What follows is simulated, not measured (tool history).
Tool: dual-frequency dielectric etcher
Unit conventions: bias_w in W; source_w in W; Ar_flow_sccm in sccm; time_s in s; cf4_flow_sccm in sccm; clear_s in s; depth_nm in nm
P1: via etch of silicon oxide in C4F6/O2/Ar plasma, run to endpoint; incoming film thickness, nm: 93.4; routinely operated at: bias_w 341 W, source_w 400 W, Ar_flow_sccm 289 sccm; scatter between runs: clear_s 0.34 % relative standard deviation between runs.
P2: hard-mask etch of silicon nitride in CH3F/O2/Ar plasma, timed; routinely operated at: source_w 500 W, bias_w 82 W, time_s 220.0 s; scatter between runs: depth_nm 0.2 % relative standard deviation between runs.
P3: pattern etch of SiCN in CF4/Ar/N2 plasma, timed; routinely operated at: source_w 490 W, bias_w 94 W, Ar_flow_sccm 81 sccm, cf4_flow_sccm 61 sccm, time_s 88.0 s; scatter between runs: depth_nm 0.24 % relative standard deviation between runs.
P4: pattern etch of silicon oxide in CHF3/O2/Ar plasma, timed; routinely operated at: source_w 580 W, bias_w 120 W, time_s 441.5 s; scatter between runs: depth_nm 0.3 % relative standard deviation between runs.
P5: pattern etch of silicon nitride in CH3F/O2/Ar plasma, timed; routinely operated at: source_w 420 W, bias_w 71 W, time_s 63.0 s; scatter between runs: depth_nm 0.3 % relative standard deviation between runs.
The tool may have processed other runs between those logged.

run   hour  process  bias_w  source_w  Ar_flow_sccm  time_s  cf4_flow_sccm  hours since the last wet clean  hours since the last bias power generator calibration  hours since the last source power generator calibration  hours since the last Ar flow controller change  clear_s  depth_nm
  1    4.1       P1     341       400           289                                                  281.1                                                  174.8                                                    290.4                                           753.6   23.897
  2    8.1       P5      49       420                  63.0                                          285.1                                                  178.8                                                    294.4                                           757.6             41.649
  3   14.8       P5      71       280                  63.0                                          291.8                                                  185.5                                                    301.1                                           764.3             40.143
  4   21.4       P3     125       490            81    88.0             61                           298.4                                                  192.1                                                    307.7                                           770.9            100.550
  5   26.8       P1     341       400           289                                                  303.8                                                  197.5                                                    313.1                                           776.3   23.894
  6   31.0       P1     341       400           289                                                  308.0                                                  201.7                                                    317.3                                           780.5   23.825
  7   34.9       P3      94       490            81    59.0             61                           311.9                                                  205.6                                                    321.2                                           784.4             61.069
  8   40.1       P5      71       420                  63.0                                          317.1                                                  210.8                                                    326.4                                           789.6             46.716
  9   47.0       P1     341       400           371                                                  324.0                                                  217.7                                                    333.3                                           796.5   24.331
 10   50.8       P1     426       400           289                                                  327.8                                                  221.5                                                    337.1                                           800.3   22.075
 11   55.7       P2      82       330                 220.0                                          332.7                                                  226.4                                                    342.0                                           805.2            147.840
 12   62.8       P4     120       580                 606.0                                          339.8                                                  233.5                                                    349.1                                           812.3           1058.800
 13   67.8       P4     120       580                 441.5                                          344.8                                                  238.5                                                    354.1                                           817.3            770.680
 14   75.3       P2      82       500                 121.0                                          352.3                                                  246.0                                                    361.6                                           824.8             95.305
 15   79.4       P1     341       260           289                                                  356.4                                                  250.1                                                    365.7                                           828.9   27.940
 16   84.5       P1     341       540           178                                                  361.5                                                  255.2                                                    370.8                                           834.0   20.177
 17   90.4       P1     341       400           289                                                  367.4                                                  261.1                                                    376.7                                           839.9   23.872
 18   95.9       P4     120       580                 441.5                                          372.9                                                  266.6                                                    382.2                                           845.4            778.710
 19  103.9       P5      71       420                  81.0                                          380.9                                                  274.6                                                    390.2                                           853.4             59.918
 20  112.5       P2      51       500                 220.0                                          389.5                                                  283.2                                                    398.8                                           862.0            148.410
 21  119.4       P1     341       400           289                                                  396.4                                                  290.1                                                    405.7                                           868.9   23.868
 22  124.1       P1     341       400           289                                                  401.1                                                  294.8                                                    410.4                                           873.6   23.712
 23  132.1       P1     259       400           289                                                  409.1                                                  302.8                                                    418.4                                           881.6   26.289
 24  138.8       P1     341       400           226                                                  415.8                                                  309.5                                                    425.1                                           888.3   23.164
 25  144.0       P4      72       580                 441.5                                          421.0                                                  314.7                                                    430.3                                           893.5            666.620
 26  151.3       P3      94       330            81    88.0             61                           428.3                                                  322.0                                                    437.6                                           900.8             64.156
 27  155.2       P3      94       490           113    88.0             61                           432.2                                                  325.9                                                    441.5                                           904.7             86.151
 28  161.0       P3      94       490            81    88.0             61                           438.0                                                  331.7                                                    447.3                                           910.5             90.592
 29  168.8       P3      94       490            81    88.0             76                           445.8                                                  339.5                                                    455.1                                           918.3             92.881
 30  175.9       P2      82       500                 220.0                                          452.9                                                  346.6                                                    462.2                                           925.4            173.750
 31  181.8       P1     341       540           289                                                  458.8                                                  352.5                                                    468.1                                           931.3   21.305
 32  189.3       P4     120       410                 441.5                                          466.3                                                  360.0                                                    475.6                                           938.8            674.580
 33  197.7       P1     341       400           289                                                  474.7                                                  368.4                                                    484.0                                           947.2   23.948
 34  206.2       P1     341       400           289                                                  483.2                                                  376.9                                                    492.5                                           955.7   23.604
 35  213.6       P1     341       400           289                                                  490.6                                                  384.3                                                    499.9                                           963.1   23.550
 36  221.7       P1     341       400           289                                                  498.7                                                  392.4                                                    508.0                                           971.2   23.497
 37  229.2       P1     341       400           289                                                  506.2                                                  399.9                                                    515.5                                           978.7   23.325
     234.0  -- wet clean of the chamber
 38  236.1       P1     341       400           289                                                    2.2                                                  406.8                                                    522.4                                           985.6   23.354
 39  240.4       P1     341       400           289                                                    6.5                                                  411.1                                                    526.7                                           989.9   23.419
     241.3  -- Ar flow controller replaced
 40  249.1       P1     341       400           289                                                   15.2                                                  419.8                                                    535.4                                             7.9   23.536
 41  253.8       P1     341       400           289                                                   19.9                                                  424.5                                                    540.1                                            12.6   23.419
 42  258.0       P1     341       400           289                                                   24.1                                                  428.7                                                    544.3                                            16.8   23.500

The log shows P1 creeping away from where it was. Any of the 2 causes listed here, at the size stated for it, fits the log just as well as the others:
A: source power that arrives over what is set, % = 4.68
B: bias power that arrives over what is set, % = 4.98
At approximately hour 197.7, the process output began to creep.
Every other cause this tool's parts could produce, and why it does not fit the log:
chamber walls in a state that raises the etch rate, %: was serviced at hour 234.0, once the creep was under way, yet the earlier output never came back
Ar flow that arrives under what is set, %: was serviced at hour 241.3, once the creep was under way, yet the earlier output never came back

Each of the 4 check runs below uses one wafer; its results are left as question marks. Which run tells the causes apart?
check 1  262.2       P4      94       500                 441.5                                                                                                                                                                                                                                 ?
check 2  262.2       P3      94       380           108    88.0             61                                                                                                                                                                                                                  ?
check 3  262.2       P5      55       300                  63.0                                                                                                                                                                                                                                 ?
check 4  262.2       P2      82       400                 126.5                                                                                                                                                                                                                                 ?

What each check would give under each cause:
  check    result     if A     if B
check 1  depth_nm  690.800  688.170
check 2  depth_nm   72.649   71.128
check 3  depth_nm   38.332   38.276
check 4  depth_nm   93.214   93.217
Minimum pairwise separation of causes per check, each pair taken at its best-separating result: check 1 0.38 %; check 2 2.12 %; check 3 0.15 %; check 4 0 %
Check 2 tells the causes apart: in the others they would give nearly the same result.

With check 2 done, the readings were: depth_nm 70.918 nm. Identify which of the listed causes applies.

It is B: bias power that arrives over what is set, %.
